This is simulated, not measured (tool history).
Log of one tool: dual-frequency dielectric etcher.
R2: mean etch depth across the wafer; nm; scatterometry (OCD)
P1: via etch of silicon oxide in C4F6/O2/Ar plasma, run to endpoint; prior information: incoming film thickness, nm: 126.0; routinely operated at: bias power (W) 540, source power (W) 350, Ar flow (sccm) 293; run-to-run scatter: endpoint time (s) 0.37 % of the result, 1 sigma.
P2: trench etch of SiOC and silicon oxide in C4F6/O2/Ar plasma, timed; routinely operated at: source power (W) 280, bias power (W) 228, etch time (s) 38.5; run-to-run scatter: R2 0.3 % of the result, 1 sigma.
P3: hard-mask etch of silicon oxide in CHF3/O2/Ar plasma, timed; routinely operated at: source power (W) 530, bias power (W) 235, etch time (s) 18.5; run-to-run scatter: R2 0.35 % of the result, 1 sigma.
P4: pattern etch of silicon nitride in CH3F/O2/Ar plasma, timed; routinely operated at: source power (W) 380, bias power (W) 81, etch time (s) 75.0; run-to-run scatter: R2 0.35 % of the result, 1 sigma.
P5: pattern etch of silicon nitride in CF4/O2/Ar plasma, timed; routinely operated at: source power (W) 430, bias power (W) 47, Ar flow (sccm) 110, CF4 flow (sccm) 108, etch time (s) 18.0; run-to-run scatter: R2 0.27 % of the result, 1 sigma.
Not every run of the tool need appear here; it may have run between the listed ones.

{"run": 1, "hour": 16.2, "process that ran": "P1", "bias power (W)": 540, "source power (W)": 350, "Ar flow (sccm)": 293, "endpoint time (s)": 29.05}
{"run": 2, "hour": 27.7, "process that ran": "P1", "bias power (W)": 655, "source power (W)": 350, "Ar flow (sccm)": 293, "endpoint time (s)": 26.567}
{"run": 3, "hour": 42.4, "process that ran": "P1", "bias power (W)": 540, "source power (W)": 430, "Ar flow (sccm)": 293, "endpoint time (s)": 26.69}
{"run": 4, "hour": 55.2, "process that ran": "P1", "bias power (W)": 540, "source power (W)": 210, "Ar flow (sccm)": 293, "endpoint time (s)": 35.065}
{"run": 5, "hour": 70.5, "process that ran": "P5", "bias power (W)": 47, "source power (W)": 430, "Ar flow (sccm)": 110, "CF4 flow (sccm)": 131, "etch time (s)": 18.0, "R2": 29.835}
{"run": 6, "hour": 81.6, "process that ran": "P5", "bias power (W)": 47, "source power (W)": 430, "Ar flow (sccm)": 68, "CF4 flow (sccm)": 108, "etch time (s)": 18.0, "R2": 30.605}
{"run": 7, "hour": 97.4, "process that ran": "P3", "bias power (W)": 235, "source power (W)": 530, "etch time (s)": 25.5, "R2": 51.803}
{"run": 8, "hour": 108.8, "process that ran": "P1", "bias power (W)": 540, "source power (W)": 350, "Ar flow (sccm)": 293, "endpoint time (s)": 28.92}
{"run": 9, "hour": 120.4, "process that ran": "P2", "bias power (W)": 228, "source power (W)": 280, "etch time (s)": 21.0, "R2": 39.199}
{"run": 10, "hour": 132.1, "process that ran": "P2", "bias power (W)": 228, "source power (W)": 350, "etch time (s)": 38.5, "R2": 78.22}
{"run": 11, "hour": 141.9, "process that ran": "P5", "bias power (W)": 60, "source power (W)": 430, "Ar flow (sccm)": 110, "CF4 flow (sccm)": 108, "etch time (s)": 18.0, "R2": 31.893}
{"run": 12, "hour": 157.4, "process that ran": "P3", "bias power (W)": 328, "source power (W)": 530, "etch time (s)": 18.5, "R2": 42.332}
{"run": 13, "hour": 174.3, "process that ran": "P5", "bias power (W)": 47, "source power (W)": 430, "Ar flow (sccm)": 110, "CF4 flow (sccm)": 108, "etch time (s)": 18.0, "R2": 28.963}
{"run": 14, "hour": 191.4, "process that ran": "P1", "bias power (W)": 540, "source power (W)": 350, "Ar flow (sccm)": 293, "endpoint time (s)": 28.812}
{"run": 15, "hour": 201.5, "process that ran": "P1", "bias power (W)": 719, "source power (W)": 410, "Ar flow (sccm)": 293, "endpoint time (s)": 24.476}
{"run": 16, "hour": 213.4, "process that ran": "P4", "bias power (W)": 81, "source power (W)": 380, "etch time (s)": 75.0, "R2": 54.098}
{"run": 17, "hour": 228.2, "process that ran": "P3", "bias power (W)": 235, "source power (W)": 530, "etch time (s)": 18.5, "R2": 37.514}
{"run": 18, "hour": 242.6, "process that ran": "P1", "bias power (W)": 324, "source power (W)": 350, "Ar flow (sccm)": 293, "endpoint time (s)": 34.644}
{"run": 19, "hour": 259.9, "process that ran": "P5", "bias power (W)": 47, "source power (W)": 430, "Ar flow (sccm)": 110, "CF4 flow (sccm)": 108, "etch time (s)": 14.0, "R2": 22.611}
{"run": 20, "hour": 269.5, "process that ran": "P4", "bias power (W)": 81, "source power (W)": 380, "etch time (s)": 75.0, "R2": 54.08}
{"run": 21, "hour": 286.4, "process that ran": "P5", "bias power (W)": 47, "source power (W)": 280, "Ar flow (sccm)": 110, "CF4 flow (sccm)": 108, "etch time (s)": 18.0, "R2": 20.038}
{"run": 22, "hour": 299.8, "process that ran": "P1", "bias power (W)": 540, "source power (W)": 350, "Ar flow (sccm)": 293, "endpoint time (s)": 28.75}
{"run": 23, "hour": 311.6, "process that ran": "P4", "bias power (W)": 104, "source power (W)": 380, "etch time (s)": 75.0, "R2": 59.493}
{"run": 24, "hour": 321.5, "process that ran": "P1", "bias power (W)": 540, "source power (W)": 350, "Ar flow (sccm)": 293, "endpoint time (s)": 28.81}
{"run": 25, "hour": 333.1, "process that ran": "P3", "bias power (W)": 235, "source power (W)": 360, "etch time (s)": 18.5, "R2": 32.563}
{"run": 26, "hour": 349.2, "process that ran": "P2", "bias power (W)": 228, "source power (W)": 280, "etch time (s)": 38.5, "R2": 71.718}
{"run": 27, "hour": 357.8, "process that ran": "P2", "bias power (W)": 149, "source power (W)": 280, "etch time (s)": 38.5, "R2": 62.577}
{"run": 28, "hour": 373.5, "process that ran": "P4", "bias power (W)": 81, "source power (W)": 460, "etch time (s)": 75.0, "R2": 58.339}
{"run": 29, "hour": 390.2, "process that ran": "P4", "bias power (W)": 81, "source power (W)": 380, "etch time (s)": 44.0, "R2": 31.938}
{"run": 30, "hour": 407.3, "process that ran": "P1", "bias power (W)": 540, "source power (W)": 350, "Ar flow (sccm)": 379, "endpoint time (s)": 29.659}
{"run": 31, "hour": 415.3, "process that ran": "P1", "bias power (W)": 540, "source power (W)": 350, "Ar flow (sccm)": 199, "endpoint time (s)": 27.514}
{"run": 32, "hour": 432.8, "process that ran": "P1", "bias power (W)": 540, "source power (W)": 350, "Ar flow (sccm)": 293, "endpoint time (s)": 29.149}
{"run": 33, "hour": 443.9, "process that ran": "P1", "bias power (W)": 540, "source power (W)": 350, "Ar flow (sccm)": 293, "endpoint time (s)": 29.077}
{"run": 34, "hour": 453.6, "process that ran": "P1", "bias power (W)": 540, "source power (W)": 350, "Ar flow (sccm)": 293, "endpoint time (s)": 29.083}
{"run": 35, "hour": 463.3, "process that ran": "P1", "bias power (W)": 540, "source power (W)": 350, "Ar flow (sccm)": 293, "endpoint time (s)": 29.244}
{"run": 36, "hour": 477.7, "process that ran": "P1", "bias power (W)": 540, "source power (W)": 350, "Ar flow (sccm)": 293, "endpoint time (s)": 29.105}
{"run": 37, "hour": 494.9, "process that ran": "P1", "bias power (W)": 540, "source power (W)": 350, "Ar flow (sccm)": 293, "endpoint time (s)": 29.584}
{"hour": 505.1, "done": "wet clean of the chamber"}
{"run": 38, "hour": 506.6, "process that ran": "P1", "bias power (W)": 540, "source power (W)": 350, "Ar flow (sccm)": 293, "endpoint time (s)": 29.523}
{"run": 39, "hour": 524.3, "process that ran": "P1", "bias power (W)": 540, "source power (W)": 350, "Ar flow (sccm)": 293, "endpoint time (s)": 29.392}
{"run": 40, "hour": 532.9, "process that ran": "P1", "bias power (W)": 540, "source power (W)": 350, "Ar flow (sccm)": 293, "endpoint time (s)": 29.481}
{"run": 41, "hour": 548.0, "process that ran": "P1", "bias power (W)": 540, "source power (W)": 350, "Ar flow (sccm)": 293, "endpoint time (s)": 29.306}

What P1 gives has crept away from where it was. These 2 causes fit the log equally well, each at the size given:
A: source power that arrives under what is set, % = 4.89
B: bias power that arrives under what is set, % = 4.73
The gradual shift began around hour 432.8.
Excluded causes, each with its reason:
chamber walls in a state that lowers the etch rate, %: was serviced at hour 505.1, once the creep was under way, yet the earlier output never came back
Ar flow that arrives over what is set, %: at most 8, which would move endpoint time (s) by +0.9 %: too little, or the wrong way

Of the 4 check runs listed below, each run on one wafer and each result written as a question mark, which would let you distinguish the listed causes because they would give clearly different results?
{"run": "check 1", "hour": 563.1, "process that ran": "P4", "bias power (W)": 81, "source power (W)": 380, "etch time (s)": 75.0, "R2": "?"}
{"run": "check 2", "hour": 563.1, "process that ran": "P2", "bias power (W)": 228, "source power (W)": 280, "etch time (s)": 38.5, "R2": "?"}
{"run": "check 3", "hour": 563.1, "process that ran": "P5", "bias power (W)": 47, "source power (W)": 430, "Ar flow (sccm)": 110, "CF4 flow (sccm)": 108, "etch time (s)": 18.0, "R2": "?"}
{"run": "check 4", "hour": 563.1, "process that ran": "P3", "bias power (W)": 235, "source power (W)": 530, "etch time (s)": 18.5, "R2": "?"}

What each check would give under each cause:
check=check_1 result=R2 if_A=53.270 if_B=53.368
check=check_2 result=R2 if_A=70.339 if_B=70.529
check=check_3 result=R2 if_A=27.818 if_B=28.540
check=check_4 result=R2 if_A=36.797 if_B=36.857
Gap, in per cent, between the two causes that each check separates least, read from the result that separates them most: check 1 0.18 %; check 2 0.27 %; check 3 2.56 %; check 4 0.16 %
Only in check 3 would the causes give clearly different results; in the remaining checks their results would be nearly the same.

Check 3 has now been run. It gave: R2 27.815 nm. Which of the candidate causes is it?

A is the cause: source power that arrives under what is set, %.
